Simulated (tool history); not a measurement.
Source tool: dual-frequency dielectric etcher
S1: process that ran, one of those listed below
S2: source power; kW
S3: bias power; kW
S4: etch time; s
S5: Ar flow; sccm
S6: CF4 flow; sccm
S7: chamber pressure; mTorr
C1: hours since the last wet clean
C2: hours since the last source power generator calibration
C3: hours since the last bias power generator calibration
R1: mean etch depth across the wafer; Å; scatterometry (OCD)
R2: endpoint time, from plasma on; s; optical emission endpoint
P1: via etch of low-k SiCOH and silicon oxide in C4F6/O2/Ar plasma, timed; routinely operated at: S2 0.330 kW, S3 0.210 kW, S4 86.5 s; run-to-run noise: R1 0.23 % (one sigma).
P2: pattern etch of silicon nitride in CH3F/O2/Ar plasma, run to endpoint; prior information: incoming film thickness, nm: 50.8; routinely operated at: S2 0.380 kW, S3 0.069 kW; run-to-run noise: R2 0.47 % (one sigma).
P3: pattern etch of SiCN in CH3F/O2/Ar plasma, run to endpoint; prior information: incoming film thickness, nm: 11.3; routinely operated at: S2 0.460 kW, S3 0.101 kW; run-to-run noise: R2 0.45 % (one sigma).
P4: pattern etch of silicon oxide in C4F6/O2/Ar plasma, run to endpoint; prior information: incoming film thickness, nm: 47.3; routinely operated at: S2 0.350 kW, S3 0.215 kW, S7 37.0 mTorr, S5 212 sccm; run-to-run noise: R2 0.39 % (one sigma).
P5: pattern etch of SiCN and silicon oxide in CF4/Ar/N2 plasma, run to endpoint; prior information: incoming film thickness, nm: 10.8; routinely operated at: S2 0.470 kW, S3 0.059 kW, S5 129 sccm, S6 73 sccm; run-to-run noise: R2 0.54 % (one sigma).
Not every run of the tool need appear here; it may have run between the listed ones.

| run | hour | S1 | S2 | S3 | S4 | S5 | S6 | S7 | C1 | C2 | C3 | R1 | R2 |
|---|---|---|---|---|---|---|---|---|---|---|---|---|---|
| 1 | 8.8 | P1 | 0.330 | 0.210 | 86.5 |  |  |  | 244.8 | 949.3 | 933.5 | 2337.2 |  |
| 2 | 13.3 | P5 | 0.470 | 0.059 |  | 129 | 99 |  | 249.3 | 953.8 | 938.0 |  | 12.388 |
| 3 | 19.6 | P1 | 0.330 | 0.210 | 86.5 |  |  |  | 255.6 | 960.1 | 944.3 | 2342.0 |  |
| 4 | 26.5 | P1 | 0.410 | 0.145 | 86.5 |  |  |  | 262.5 | 967.0 | 951.2 | 2266.0 |  |
| 5 | 35.7 | P4 | 0.350 | 0.140 |  | 212 |  | 37.0 | 271.7 | 976.2 | 960.4 |  | 16.598 |
| 6 | 40.6 | P3 | 0.460 | 0.101 |  |  |  |  | 276.6 | 981.1 | 965.3 |  | 25.586 |
| 7 | 48.7 | P4 | 0.230 | 0.215 |  | 212 |  | 37.0 | 284.7 | 989.2 | 973.4 |  | 16.990 |
| 8 | 55.3 | P1 | 0.330 | 0.210 | 86.5 |  |  |  | 291.3 | 995.8 | 980.0 | 2346.2 |  |
| 9 | 63.9 | P1 | 0.330 | 0.125 | 86.5 |  |  |  | 299.9 | 1004.4 | 988.6 | 1990.2 |  |
| 10 | 72.6 | P1 | 0.330 | 0.255 | 86.5 |  |  |  | 308.6 | 1013.1 | 997.3 | 2505.1 |  |
| 11 | 77.6 | P1 | 0.330 | 0.210 | 86.5 |  |  |  | 313.6 | 1018.1 | 1002.3 | 2337.3 |  |
| 12 | 82.2 | P2 | 0.380 | 0.043 |  |  |  |  | 318.2 | 1022.7 | 1006.9 |  | 89.509 |
| 13 | 87.8 | P5 | 0.590 | 0.059 |  | 129 | 73 |  | 323.8 | 1028.3 | 1012.5 |  | 10.581 |
| 14 | 95.9 | P3 | 0.460 | 0.075 |  |  |  |  | 331.9 | 1036.4 | 1020.6 |  | 28.430 |
| 15 | 103.3 | P1 | 0.230 | 0.210 | 86.5 |  |  |  | 339.3 | 1043.8 | 1028.0 | 2040.0 |  |
| 16 | 108.2 | P3 | 0.460 | 0.101 |  |  |  |  | 344.2 | 1048.7 | 1032.9 |  | 25.391 |
| 17 | 112.7 | P1 | 0.330 | 0.210 | 107.0 |  |  |  | 348.7 | 1053.2 | 1037.4 | 2890.2 |  |
| 18 | 120.1 | P3 | 0.260 | 0.101 |  |  |  |  | 356.1 | 1060.6 | 1044.8 |  | 31.363 |
| 19 | 128.1 | P2 | 0.220 | 0.069 |  |  |  |  | 364.1 | 1068.6 | 1052.8 |  | 95.024 |
| 20 | 135.3 | P5 | 0.470 | 0.035 |  | 129 | 73 |  | 371.3 | 1075.8 | 1060.0 |  | 15.489 |
| 21 | 143.2 | P1 | 0.330 | 0.210 | 86.5 |  |  |  | 379.2 | 1083.7 | 1067.9 | 2340.6 |  |
|  | 147.2 | wet clean of the chamber |
| 22 | 150.4 | P4 | 0.350 | 0.215 |  | 212 |  | 29.5 | 3.2 | 1090.9 | 1075.1 |  | 14.247 |
| 23 | 158.3 | P5 | 0.470 | 0.059 |  | 129 | 73 |  | 11.1 | 1098.8 | 1083.0 |  | 13.022 |
| 24 | 165.5 | P4 | 0.350 | 0.215 |  | 135 |  | 37.0 | 18.3 | 1106.0 | 1090.2 |  | 13.860 |
| 25 | 169.7 | P5 | 0.470 | 0.059 |  | 129 | 73 |  | 22.5 | 1110.2 | 1094.4 |  | 12.945 |
| 26 | 179.0 | P4 | 0.350 | 0.215 |  | 212 |  | 37.0 | 31.8 | 1119.5 | 1103.7 |  | 14.437 |
| 27 | 187.1 | P1 | 0.330 | 0.210 | 47.5 |  |  |  | 39.9 | 1127.6 | 1111.8 | 1284.1 |  |
| 28 | 194.7 | P1 | 0.330 | 0.210 | 86.5 |  |  |  | 47.5 | 1135.2 | 1119.4 | 2337.7 |  |
| 29 | 202.4 | P1 | 0.420 | 0.210 | 86.5 |  |  |  | 55.2 | 1142.9 | 1127.1 | 2568.2 |  |
| 30 | 211.7 | P2 | 0.380 | 0.069 |  |  |  |  | 64.5 | 1152.2 | 1136.4 |  | 76.096 |
| 31 | 221.1 | P5 | 0.470 | 0.059 |  | 157 | 73 |  | 73.9 | 1161.6 | 1145.8 |  | 13.476 |
| 32 | 230.5 | P1 | 0.330 | 0.210 | 86.5 |  |  |  | 83.3 | 1171.0 | 1155.2 | 2345.8 |  |
| 33 | 238.1 | P1 | 0.330 | 0.210 | 86.5 |  |  |  | 90.9 | 1178.6 | 1162.8 | 2333.0 |  |
| 34 | 244.6 | P1 | 0.330 | 0.210 | 86.5 |  |  |  | 97.4 | 1185.1 | 1169.3 | 2323.7 |  |
| 35 | 251.6 | P1 | 0.330 | 0.210 | 86.5 |  |  |  | 104.4 | 1192.1 | 1176.3 | 2318.5 |  |
| 36 | 260.4 | P1 | 0.330 | 0.210 | 86.5 |  |  |  | 113.2 | 1200.9 | 1185.1 | 2311.2 |  |
|  | 264.0 | wet clean of the chamber |
| 37 | 266.1 | P1 | 0.330 | 0.210 | 86.5 |  |  |  | 2.1 | 1206.6 | 1190.8 | 2301.0 |  |
| 38 | 273.7 | P1 | 0.330 | 0.210 | 86.5 |  |  |  | 9.7 | 1214.2 | 1198.4 | 2315.4 |  |
| 39 | 280.9 | P1 | 0.330 | 0.210 | 86.5 |  |  |  | 16.9 | 1221.4 | 1205.6 | 2302.8 |  |
| 40 | 288.5 | P1 | 0.330 | 0.210 | 86.5 |  |  |  | 24.5 | 1229.0 | 1213.2 | 2296.5 |  |
| 41 | 295.6 | P1 | 0.330 | 0.210 | 86.5 |  |  |  | 31.6 | 1236.1 | 1220.3 | 2311.3 |  |
| 42 | 303.1 | P1 | 0.330 | 0.210 | 86.5 |  |  |  | 39.1 | 1243.6 | 1227.8 | 2300.8 |  |
| 43 | 310.3 | P1 | 0.330 | 0.210 | 86.5 |  |  |  | 46.3 | 1250.8 | 1235.0 | 2304.4 |  |

P1 has crept away from where it was. The log is fitted equally well by each of these 2 causes, at the sizes shown:
A: bias power that arrives under what is set, % = 4.81
B: source power that arrives under what is set, % = 4.13
The process output started creeping at around hour 230.5.
Other possible causes, and why each is ruled out:
chamber walls in a state that lowers the etch rate, %: maintenance at hour 264.0, after the shift began, did not return the process to its former output

4 check runs are offered, each on 3 wafers whose results are averaged, their results left as question marks. Which one tells the causes apart?
| check 1 | 317.5 | P5 | 0.470 | 0.043 |  | 129 | 73 |  |  |  |  |  | ? |
| check 2 | 317.5 | P3 | 0.280 | 0.076 |  |  |  |  |  |  |  |  | ? |
| check 3 | 317.5 | P4 | 0.350 | 0.144 |  | 141 |  | 37.0 |  |  |  |  | ? |
| check 4 | 317.5 | P2 | 0.260 | 0.046 |  |  |  |  |  |  |  |  | ? |

Predicted outcomes, by check and by cause:
| check | result | if A | if B |
|---|---|---|---|
| check 1 | R2 | 14.645 | 14.980 |
| check 2 | R2 | 34.750 | 34.670 |
| check 3 | R2 | 16.008 | 16.035 |
| check 4 | R2 | 103.260 | 103.340 |
Distance between the nearest two causes, measured in the result of the check that separates them most: check 1 2.26 %; check 2 0.23 %; check 3 0.17 %; check 4 0.07 %
Only check 1 tells the causes apart: in the others they would give nearly the same result.

With check 1 done, the readings were: R2 14.990 s. Identify which of the listed causes applies.

Of the candidate causes, it is B: source power that arrives under what is set, %.

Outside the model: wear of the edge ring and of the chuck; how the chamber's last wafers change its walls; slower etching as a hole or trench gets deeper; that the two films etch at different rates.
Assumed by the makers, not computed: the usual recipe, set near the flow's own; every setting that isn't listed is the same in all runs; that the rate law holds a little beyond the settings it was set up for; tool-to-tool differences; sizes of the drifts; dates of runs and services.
